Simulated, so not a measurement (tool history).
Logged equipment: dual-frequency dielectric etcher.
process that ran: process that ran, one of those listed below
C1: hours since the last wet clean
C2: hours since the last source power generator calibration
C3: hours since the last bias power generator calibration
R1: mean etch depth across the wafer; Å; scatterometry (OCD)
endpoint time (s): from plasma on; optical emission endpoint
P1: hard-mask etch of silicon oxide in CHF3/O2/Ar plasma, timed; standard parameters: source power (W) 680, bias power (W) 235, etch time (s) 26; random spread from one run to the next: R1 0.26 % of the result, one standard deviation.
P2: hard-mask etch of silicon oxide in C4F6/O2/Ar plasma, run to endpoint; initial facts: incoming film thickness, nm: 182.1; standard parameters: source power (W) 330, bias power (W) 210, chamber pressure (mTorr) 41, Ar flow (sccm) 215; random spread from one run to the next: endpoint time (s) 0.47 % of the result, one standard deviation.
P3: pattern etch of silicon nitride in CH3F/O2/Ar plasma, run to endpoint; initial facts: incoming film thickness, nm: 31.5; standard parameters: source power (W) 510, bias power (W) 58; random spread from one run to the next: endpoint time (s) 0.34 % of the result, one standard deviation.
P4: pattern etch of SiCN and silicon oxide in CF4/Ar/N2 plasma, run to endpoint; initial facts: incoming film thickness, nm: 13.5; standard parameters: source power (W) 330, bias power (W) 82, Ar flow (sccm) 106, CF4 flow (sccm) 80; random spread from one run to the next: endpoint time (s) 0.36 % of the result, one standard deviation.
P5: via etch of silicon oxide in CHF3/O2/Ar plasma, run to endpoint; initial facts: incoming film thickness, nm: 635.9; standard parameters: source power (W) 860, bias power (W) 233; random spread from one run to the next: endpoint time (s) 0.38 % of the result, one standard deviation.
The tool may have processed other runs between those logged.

Run 1, hour 15.4: process that ran P1, source power (W) 680, bias power (W) 235, etch time (s) 26; C1 304.9; C2 948.7; C3 2271.8. Result: R1 585.48 Å.
Run 2, hour 28.1: process that ran P4, source power (W) 330, bias power (W) 82, Ar flow (sccm) 66, CF4 flow (sccm) 80; C1 317.6; C2 961.4; C3 2284.5. Result: endpoint time (s) 18.607.
Run 3, hour 38.2: process that ran P2, source power (W) 210, bias power (W) 210, Ar flow (sccm) 215, chamber pressure (mTorr) 41; C1 327.7; C2 971.5; C3 2294.6. Result: endpoint time (s) 68.098.
Run 4, hour 53.9: process that ran P5, source power (W) 1090, bias power (W) 233; C1 343.4; C2 987.2; C3 2310.3. Result: endpoint time (s) 233.34.
Run 5, hour 64.5: process that ran P3, source power (W) 510, bias power (W) 58; C1 354; C2 997.8; C3 2320.9. Result: endpoint time (s) 46.707.
Run 6, hour 74.5: process that ran P1, source power (W) 520, bias power (W) 235, etch time (s) 26; C1 364; C2 1007.8; C3 2330.9. Result: R1 530.57 Å.
Run 7, hour 85.5: process that ran P2, source power (W) 330, bias power (W) 210, Ar flow (sccm) 215, chamber pressure (mTorr) 41; C1 375; C2 1018.8; C3 2341.9. Result: endpoint time (s) 56.734.
Run 8, hour 100.3: process that ran P1, source power (W) 680, bias power (W) 292, etch time (s) 26; C1 389.8; C2 1033.6; C3 2356.7. Result: R1 636.74 Å.
Run 9, hour 109.1: process that ran P1, source power (W) 680, bias power (W) 235, etch time (s) 26; C1 398.6; C2 1042.4; C3 2365.5. Result: R1 588.32 Å.
Run 10, hour 120.7: process that ran P5, source power (W) 860, bias power (W) 170; C1 410.2; C2 1054; C3 2377.1. Result: endpoint time (s) 281.66.
Run 11, hour 128.7: process that ran P2, source power (W) 330, bias power (W) 148, Ar flow (sccm) 215, chamber pressure (mTorr) 41; C1 418.2; C2 1062; C3 2385.1. Result: endpoint time (s) 63.974.
Run 12, hour 143.3: process that ran P4, source power (W) 330, bias power (W) 82, Ar flow (sccm) 106, CF4 flow (sccm) 80; C1 432.8; C2 1076.6; C3 2399.7. Result: endpoint time (s) 19.736.
At hour 149.8: bias power generator calibrated.
Run 13, hour 153.8: process that ran P4, source power (W) 330, bias power (W) 82, Ar flow (sccm) 106, CF4 flow (sccm) 102; C1 443.3; C2 1087.1; C3 4. Result: endpoint time (s) 19.149.
Run 14, hour 162.9: process that ran P3, source power (W) 510, bias power (W) 81; C1 452.4; C2 1096.2; C3 13.1. Result: endpoint time (s) 41.891.
Run 15, hour 179.2: process that ran P4, source power (W) 330, bias power (W) 82, Ar flow (sccm) 106, CF4 flow (sccm) 80; C1 468.7; C2 1112.5; C3 29.4. Result: endpoint time (s) 19.751.
Run 16, hour 195.2: process that ran P1, source power (W) 680, bias power (W) 235, etch time (s) 26; C1 484.7; C2 1128.5; C3 45.4. Result: R1 589.56 Å.
Run 17, hour 205.7: process that ran P1, source power (W) 900, bias power (W) 182, etch time (s) 26; C1 495.2; C2 1139; C3 55.9. Result: R1 599.25 Å.
Run 18, hour 216.3: process that ran P3, source power (W) 330, bias power (W) 58; C1 505.8; C2 1149.6; C3 66.5. Result: endpoint time (s) 55.269.
Run 19, hour 224.4: process that ran P4, source power (W) 390, bias power (W) 82, Ar flow (sccm) 106, CF4 flow (sccm) 80; C1 513.9; C2 1157.7; C3 74.6. Result: endpoint time (s) 17.002.
Run 20, hour 236.7: process that ran P1, source power (W) 680, bias power (W) 235, etch time (s) 16; C1 526.2; C2 1170; C3 86.9. Result: R1 362.77 Å.
Run 21, hour 244.8: process that ran P2, source power (W) 330, bias power (W) 210, Ar flow (sccm) 215, chamber pressure (mTorr) 50; C1 534.3; C2 1178.1; C3 95. Result: endpoint time (s) 58.53.
Run 22, hour 258.7: process that ran P5, source power (W) 860, bias power (W) 233; C1 548.2; C2 1192; C3 108.9. Result: endpoint time (s) 251.93.
Run 23, hour 267.1: process that ran P2, source power (W) 330, bias power (W) 210, Ar flow (sccm) 215, chamber pressure (mTorr) 41; C1 556.6; C2 1200.4; C3 117.3. Result: endpoint time (s) 57.012.
Run 24, hour 278.4: process that ran P1, source power (W) 680, bias power (W) 174, etch time (s) 26; C1 567.9; C2 1211.7; C3 128.6. Result: R1 532.61 Å.
Run 25, hour 292.8: process that ran P1, source power (W) 680, bias power (W) 235, etch time (s) 38.5; C1 582.3; C2 1226.1; C3 143. Result: R1 873.14 Å.
Run 26, hour 300.4: process that ran P4, source power (W) 330, bias power (W) 57, Ar flow (sccm) 106, CF4 flow (sccm) 80; C1 589.9; C2 1233.7; C3 150.6. Result: endpoint time (s) 22.304.
Run 27, hour 307.7: process that ran P1, source power (W) 920, bias power (W) 235, etch time (s) 26; C1 597.2; C2 1241; C3 157.9. Result: R1 658.02 Å.
Run 28, hour 317.9: process that ran P1, source power (W) 680, bias power (W) 235, etch time (s) 26; C1 607.4; C2 1251.2; C3 168.1. Result: R1 587.38 Å.
Run 29, hour 325.4: process that ran P2, source power (W) 330, bias power (W) 210, Ar flow (sccm) 142, chamber pressure (mTorr) 41; C1 614.9; C2 1258.7; C3 175.6. Result: endpoint time (s) 54.582.
Run 30, hour 339.8: process that ran P1, source power (W) 680, bias power (W) 235, etch time (s) 26; C1 629.3; C2 1273.1; C3 190. Result: R1 588.49 Å.
Run 31, hour 351.2: process that ran P1, source power (W) 680, bias power (W) 235, etch time (s) 26; C1 640.7; C2 1284.5; C3 201.4. Result: R1 587.51 Å.
Run 32, hour 361.7: process that ran P1, source power (W) 680, bias power (W) 235, etch time (s) 26; C1 651.2; C2 1295; C3 211.9. Result: R1 581.22 Å.
Run 33, hour 369.8: process that ran P1, source power (W) 680, bias power (W) 235, etch time (s) 26; C1 659.3; C2 1303.1; C3 220. Result: R1 579.81 Å.
Run 34, hour 386: process that ran P1, source power (W) 680, bias power (W) 235, etch time (s) 26; C1 675.5; C2 1319.3; C3 236.2. Result: R1 581.85 Å.
At hour 393.2: wet clean of the chamber.
Run 35, hour 401.5: process that ran P1, source power (W) 680, bias power (W) 235, etch time (s) 26; C1 8.4; C2 1334.8; C3 251.7. Result: R1 581.2 Å.
Run 36, hour 409.7: process that ran P1, source power (W) 680, bias power (W) 235, etch time (s) 26; C1 16.6; C2 1343; C3 259.9. Result: R1 581.91 Å.
Run 37, hour 419.6: process that ran P1, source power (W) 680, bias power (W) 235, etch time (s) 26; C1 26.5; C2 1352.9; C3 269.8. Result: R1 581.32 Å.
Run 38, hour 430.9: process that ran P1, source power (W) 680, bias power (W) 235, etch time (s) 26; C1 37.8; C2 1364.2; C3 281.1. Result: R1 580.44 Å.
Run 39, hour 438.9: process that ran P1, source power (W) 680, bias power (W) 235, etch time (s) 26; C1 45.8; C2 1372.2; C3 289.1. Result: R1 581.09 Å.
Run 40, hour 454.6: process that ran P1, source power (W) 680, bias power (W) 235, etch time (s) 26; C1 61.5; C2 1387.9; C3 304.8. Result: R1 577.95 Å.
Run 41, hour 470.6: process that ran P1, source power (W) 680, bias power (W) 235, etch time (s) 26; C1 77.5; C2 1403.9; C3 320.8. Result: R1 578.31 Å.

The log shows P1 creeping away from where it was. Any of the 2 causes listed here, at the size stated for it, fits the log just as well as the others:
A: source power that arrives under what is set, % = 4.04
B: bias power that arrives under what is set, % = 4.36
The creep began at about hour 339.8.
What rules out each remaining cause:
chamber walls in a state that lowers the etch rate, %: serviced at hour 393.2, after the change had begun; the process did not return to its earlier output

The list below offers 4 check runs, each averaging the results of 2 wafers, and shows each result as a question mark. For which of them would the listed causes give clearly different results?
Run check 1, hour 486.6: process that ran P3, source power (W) 510, bias power (W) 58. Result: endpoint time (s) ?.
Run check 2, hour 486.6: process that ran P5, source power (W) 860, bias power (W) 233. Result: endpoint time (s) ?.
Run check 3, hour 486.6: process that ran P2, source power (W) 330, bias power (W) 210, Ar flow (sccm) 215, chamber pressure (mTorr) 41. Result: endpoint time (s) ?.
Run check 4, hour 486.6: process that ran P4, source power (W) 330, bias power (W) 82, Ar flow (sccm) 106, CF4 flow (sccm) 80. Result: endpoint time (s) ?.

What each check would give under each cause:
  check             result    if A    if B
check 1  endpoint time (s)  47.495  47.406
check 2  endpoint time (s)  257.76  257.67
check 3  endpoint time (s)  57.923  57.856
check 4  endpoint time (s)  20.456  20.038
Smallest distance between any two causes, each pair judged by its most separating result, in per cent: check 1 0.19 %; check 2 0.03 %; check 3 0.12 %; check 4 2.07 %
Only check 4 tells the causes apart: in the others they would give nearly the same result.

The results of check 4 are: endpoint time (s) 20.406. Based on these, which of the listed causes is it?

It was cause A: source power that arrives under what is set, %.
